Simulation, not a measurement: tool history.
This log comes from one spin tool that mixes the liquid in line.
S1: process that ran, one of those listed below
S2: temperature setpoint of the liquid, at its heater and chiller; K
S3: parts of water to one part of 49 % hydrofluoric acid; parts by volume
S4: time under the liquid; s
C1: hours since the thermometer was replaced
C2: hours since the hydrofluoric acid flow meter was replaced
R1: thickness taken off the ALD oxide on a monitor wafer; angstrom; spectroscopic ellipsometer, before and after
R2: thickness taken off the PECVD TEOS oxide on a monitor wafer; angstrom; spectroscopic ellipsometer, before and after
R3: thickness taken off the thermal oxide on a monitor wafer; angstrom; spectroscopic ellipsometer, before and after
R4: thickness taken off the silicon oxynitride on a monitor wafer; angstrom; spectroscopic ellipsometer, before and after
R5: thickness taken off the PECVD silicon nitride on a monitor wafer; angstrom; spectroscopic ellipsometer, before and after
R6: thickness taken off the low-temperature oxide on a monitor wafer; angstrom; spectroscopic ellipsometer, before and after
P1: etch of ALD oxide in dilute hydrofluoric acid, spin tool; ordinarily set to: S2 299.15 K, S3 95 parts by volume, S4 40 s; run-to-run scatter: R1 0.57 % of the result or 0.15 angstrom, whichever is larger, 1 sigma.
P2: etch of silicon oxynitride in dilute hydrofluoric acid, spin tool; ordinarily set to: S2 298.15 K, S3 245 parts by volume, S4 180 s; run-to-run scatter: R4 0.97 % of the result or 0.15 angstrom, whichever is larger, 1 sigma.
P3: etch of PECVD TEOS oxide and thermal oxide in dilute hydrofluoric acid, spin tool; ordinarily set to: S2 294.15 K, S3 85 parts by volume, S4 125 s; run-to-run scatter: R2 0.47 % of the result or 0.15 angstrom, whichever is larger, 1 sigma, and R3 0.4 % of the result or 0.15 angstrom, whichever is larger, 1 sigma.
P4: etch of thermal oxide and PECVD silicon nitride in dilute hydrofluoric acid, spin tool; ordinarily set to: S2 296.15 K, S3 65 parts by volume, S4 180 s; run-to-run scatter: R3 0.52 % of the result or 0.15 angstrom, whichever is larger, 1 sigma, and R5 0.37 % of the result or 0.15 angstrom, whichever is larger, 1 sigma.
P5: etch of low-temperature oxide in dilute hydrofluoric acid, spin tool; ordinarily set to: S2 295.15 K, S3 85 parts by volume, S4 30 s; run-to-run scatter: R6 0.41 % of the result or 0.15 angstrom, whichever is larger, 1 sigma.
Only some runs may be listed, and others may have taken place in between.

run,hour,S1,S2,S3,S4,C1,C2,R1,R2,R3,R4,R5,R6
1,3.9,P1,299.15,95,40,836.9,1400.5,143.850,,,,,
2,8.8,P3,294.15,85,125,841.8,1405.4,,277.86,60.649,,,
3,11.4,P2,298.15,120,180,844.4,1408.0,,,,59.788,,
4,14.6,P4,300.15,65,180,847.6,1411.2,,,149.880,,90.520,
5,18.7,P1,299.15,180,40,851.7,1415.3,68.037,,,,,
# hour 21.7: hydrofluoric acid flow meter replaced
6,23.2,P1,299.15,95,15,856.2,1.5,52.967,,,,,
7,27.2,P4,296.15,30,180,860.2,5.5,,,290.690,,147.280,
8,30.1,P5,295.15,85,30,863.1,8.4,,,,,,114.320
9,33.1,P2,298.15,245,345,866.1,11.4,,,,51.634,,
10,36.6,P2,298.15,245,180,869.6,14.9,,,,25.693,,
11,38.8,P3,294.15,85,125,871.8,17.1,,276.98,60.552,,,
12,43.4,P1,299.15,95,40,876.4,21.7,143.790,,,,,
13,47.7,P4,296.15,65,180,880.7,26.0,,,127.330,,68.983,
14,51.7,P5,290.15,85,30,884.7,30.0,,,,,,93.185
15,54.1,P3,294.15,85,70,887.1,32.4,,154.37,33.638,,,
16,58.4,P1,299.15,95,80,891.4,36.7,286.710,,,,,
17,60.6,P5,295.15,85,50,893.6,38.9,,,,,,190.700
18,65.0,P2,303.65,245,180,898.0,43.3,,,,33.716,,
19,69.2,P1,299.15,160,15,902.2,47.5,28.904,,,,,
20,73.8,P1,295.15,95,40,906.8,52.1,120.900,,,,,
21,76.7,P1,299.15,95,40,909.7,55.0,142.200,,,,,
22,81.4,P3,294.15,20,125,914.4,59.7,,1262.10,277.230,,,
23,85.1,P1,306.15,95,40,918.1,63.4,186.980,,,,,
24,89.2,P1,299.15,95,40,922.2,67.5,142.850,,,,,
25,92.6,P3,290.15,85,125,925.6,70.9,,232.71,51.712,,,
26,97.2,P1,299.15,35,40,930.2,75.5,423.990,,,,,
27,101.4,P5,295.15,45,30,934.4,79.7,,,,,,228.630
28,104.6,P4,296.15,65,305,937.6,82.9,,,214.170,,117.800,
29,108.9,P1,299.15,95,40,941.9,87.2,143.000,,,,,
30,112.0,P1,299.15,95,40,945.0,90.3,147.140,,,,,
31,114.9,P1,299.15,95,40,947.9,93.2,148.280,,,,,
32,117.7,P1,299.15,95,40,950.7,96.0,149.940,,,,,
33,122.3,P1,299.15,95,40,955.3,100.6,151.960,,,,,
34,125.7,P1,299.15,95,40,958.7,104.0,153.740,,,,,
35,129.3,P1,299.15,95,40,962.3,107.6,153.030,,,,,
36,133.7,P1,299.15,95,40,966.7,112.0,155.220,,,,,
37,138.4,P1,299.15,95,40,971.4,116.7,155.180,,,,,
38,140.9,P1,299.15,95,40,973.9,119.2,153.610,,,,,
39,144.8,P1,299.15,95,40,977.8,123.1,155.200,,,,,

What P1 gives has crept away from where it was. These 2 causes fit the log equally well, each at the size given:
A: liquid hotter than its thermometer reads (K) = 2.06
B: hydrofluoric acid flow above the setpoint (%) = 7.36
The gradual shift began around hour 108.9.

Consider the 4 single-wafer check runs listed below, results given as question marks: which one distinguishes between the causes by giving clearly different results for each?
check 1,148.7,P4,296.15,65,180,,,,,?,,?,
check 2,148.7,P3,294.15,85,125,,,,?,?,,,
check 3,148.7,P5,295.15,85,30,,,,,,,,?
check 4,148.7,P2,298.15,245,180,,,,,,?,,

What every check run would give for each of its results, assuming each possible cause in turn:
check,result,if A,if B
check 1,R3,138.680,137.710
check 1,R5,79.694,74.439
check 2,R2,300.25,298.44
check 2,R3,65.838,65.442
check 3,R6,124.620,123.980
check 4,R4,28.932,28.811
Distance between the nearest two causes, measured in the result of the check that separates them most: check 1 6.82 %; check 2 0.6 %; check 3 0.52 %; check 4 0.42 %
Check 1 distinguishes between the causes, while the remaining checks would return nearly the same result for all of them.

Here is what check 1 returned: R3 139.430 angstrom; R5 79.235 angstrom. Which cause is it?

It is A: liquid hotter than its thermometer reads (K).
